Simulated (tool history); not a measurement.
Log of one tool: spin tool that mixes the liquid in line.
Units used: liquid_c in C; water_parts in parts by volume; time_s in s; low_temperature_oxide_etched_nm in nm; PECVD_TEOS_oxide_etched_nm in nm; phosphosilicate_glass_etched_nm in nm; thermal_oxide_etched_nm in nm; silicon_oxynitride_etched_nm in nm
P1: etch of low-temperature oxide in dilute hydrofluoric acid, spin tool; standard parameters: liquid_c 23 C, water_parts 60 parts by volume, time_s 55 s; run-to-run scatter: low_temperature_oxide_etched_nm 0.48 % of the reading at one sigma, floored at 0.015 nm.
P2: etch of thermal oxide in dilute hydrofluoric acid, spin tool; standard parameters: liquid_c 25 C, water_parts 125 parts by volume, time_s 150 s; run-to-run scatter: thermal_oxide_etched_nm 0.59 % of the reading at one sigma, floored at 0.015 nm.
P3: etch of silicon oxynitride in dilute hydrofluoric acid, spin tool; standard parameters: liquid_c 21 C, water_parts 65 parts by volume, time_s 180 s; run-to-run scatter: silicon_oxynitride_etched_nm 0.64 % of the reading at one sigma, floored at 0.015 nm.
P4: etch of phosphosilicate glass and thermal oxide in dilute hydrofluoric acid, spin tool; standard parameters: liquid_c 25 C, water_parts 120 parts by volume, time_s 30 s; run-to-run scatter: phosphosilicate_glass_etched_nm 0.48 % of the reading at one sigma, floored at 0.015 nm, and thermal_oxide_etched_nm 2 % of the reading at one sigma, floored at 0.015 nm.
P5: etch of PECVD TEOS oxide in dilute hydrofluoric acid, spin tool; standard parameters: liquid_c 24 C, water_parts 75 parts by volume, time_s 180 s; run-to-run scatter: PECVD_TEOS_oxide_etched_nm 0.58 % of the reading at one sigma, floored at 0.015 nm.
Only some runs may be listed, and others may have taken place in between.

| run | hour | process | liquid_c | water_parts | time_s | hours since the thermometer was replaced | hours since the hydrofluoric acid flow meter was replaced | low_temperature_oxide_etched_nm | PECVD_TEOS_oxide_etched_nm | phosphosilicate_glass_etched_nm | thermal_oxide_etched_nm | silicon_oxynitride_etched_nm |
|---|---|---|---|---|---|---|---|---|---|---|---|---|
| 1 | 6.8 | P1 | 23 | 60 | 55 | 340.6 | 1271.9 | 9.4557 |  |  |  |  |
| 2 | 10.7 | P5 | 24 | 75 | 180 | 344.5 | 1275.8 |  | 48.908 |  |  |  |
| 3 | 19.3 | P1 | 23 | 60 | 55 | 353.1 | 1284.4 | 9.3417 |  |  |  |  |
| 4 | 23.1 | P4 | 25 | 120 | 30 | 356.9 | 1288.2 |  |  | 30.196 | 1.2342 |  |
| 5 | 27 | P1 | 19 | 60 | 55 | 360.8 | 1292.1 | 7.8565 |  |  |  |  |
| 6 | 35.5 | P1 | 23 | 60 | 55 | 369.3 | 1300.6 | 9.2579 |  |  |  |  |
| 7 | 44.4 | P1 | 23 | 60 | 55 | 378.2 | 1309.5 | 9.3112 |  |  |  |  |
| 8 | 50.9 | P1 | 23 | 60 | 55 | 384.7 | 1316 | 9.185 |  |  |  |  |
| 9 | 59 | P1 | 27 | 60 | 55 | 392.8 | 1324.1 | 11.07 |  |  |  |  |
| 10 | 64.5 | P5 | 24 | 75 | 335 | 398.3 | 1329.6 |  | 92.667 |  |  |  |
| 11 | 70.9 | P2 | 25 | 60 | 150 | 404.7 | 1336 |  |  |  | 13.076 |  |
| 12 | 76.7 | P5 | 24 | 135 | 180 | 410.5 | 1341.8 |  | 25.317 |  |  |  |
| 13 | 84.9 | P3 | 17 | 65 | 180 | 418.7 | 1350 |  |  |  |  | 2.975 |
| 14 | 92.5 | P3 | 21 | 20 | 180 | 426.3 | 1357.6 |  |  |  |  | 12.215 |
| 15 | 100.6 | P1 | 30 | 60 | 105 | 434.4 | 1365.7 | 23.548 |  |  |  |  |
| 16 | 105.8 | P2 | 25 | 125 | 230 | 439.6 | 1370.9 |  |  |  | 8.9036 |  |
| 17 | 114.6 | P1 | 23 | 30 | 55 | 448.4 | 1379.7 | 19.453 |  |  |  |  |
| 18 | 119.7 | P4 | 25 | 65 | 30 | 453.5 | 1384.8 |  |  | 60.24 | 2.4697 |  |
| 19 | 124.1 | P1 | 23 | 60 | 20 | 457.9 | 1389.2 | 3.4096 |  |  |  |  |
| 20 | 129.1 | P2 | 25 | 125 | 150 | 462.9 | 1394.2 |  |  |  | 5.7796 |  |
| 21 | 137.3 | P1 | 23 | 105 | 55 | 471.1 | 1402.4 | 5.0464 |  |  |  |  |
| 22 | 143.6 | P3 | 21 | 65 | 180 | 477.4 | 1408.7 |  |  |  |  | 3.632 |
| 23 | 150.9 | P4 | 25 | 120 | 30 | 484.7 | 1416 |  |  | 30.328 | 1.2787 |  |
| 24 | 156.3 | P1 | 23 | 60 | 55 | 490.1 | 1421.4 | 9.3871 |  |  |  |  |
| 25 | 160.3 | P4 | 17.5 | 120 | 30 | 494.1 | 1425.4 |  |  | 22.521 | 0.95677 |  |
| 26 | 164.3 | P3 | 21 | 65 | 360 | 498.1 | 1429.4 |  |  |  |  | 7.3388 |
| 27 | 171.5 | P1 | 18 | 60 | 15 | 505.3 | 1436.6 | 2.0452 |  |  |  |  |
| 28 | 178.4 | P2 | 20 | 125 | 150 | 512.2 | 1443.5 |  |  |  | 4.7549 |  |
| 29 | 185.9 | P1 | 23 | 60 | 55 | 519.7 | 1451 | 9.3049 |  |  |  |  |
| 30 | 192.9 | P5 | 30 | 75 | 180 | 526.7 | 1458 |  | 62.543 |  |  |  |
| 31 | 199.6 | P4 | 25 | 120 | 15 | 533.4 | 1464.7 |  |  | 15.146 | 0.60144 |  |
| 32 | 204.4 | P1 | 23 | 60 | 90 | 538.2 | 1469.5 | 15.354 |  |  |  |  |
| 33 | 209.1 | P1 | 23 | 85 | 20 | 542.9 | 1474.2 | 2.3438 |  |  |  |  |

Run 34 is up next; what results do you expect?
| 34 | 215 | P1 | 23 | 60 | 55 | 548.8 | 1480.1 | ? |  |  |  |  |

low_temperature_oxide_etched_nm: 9.3576 nm
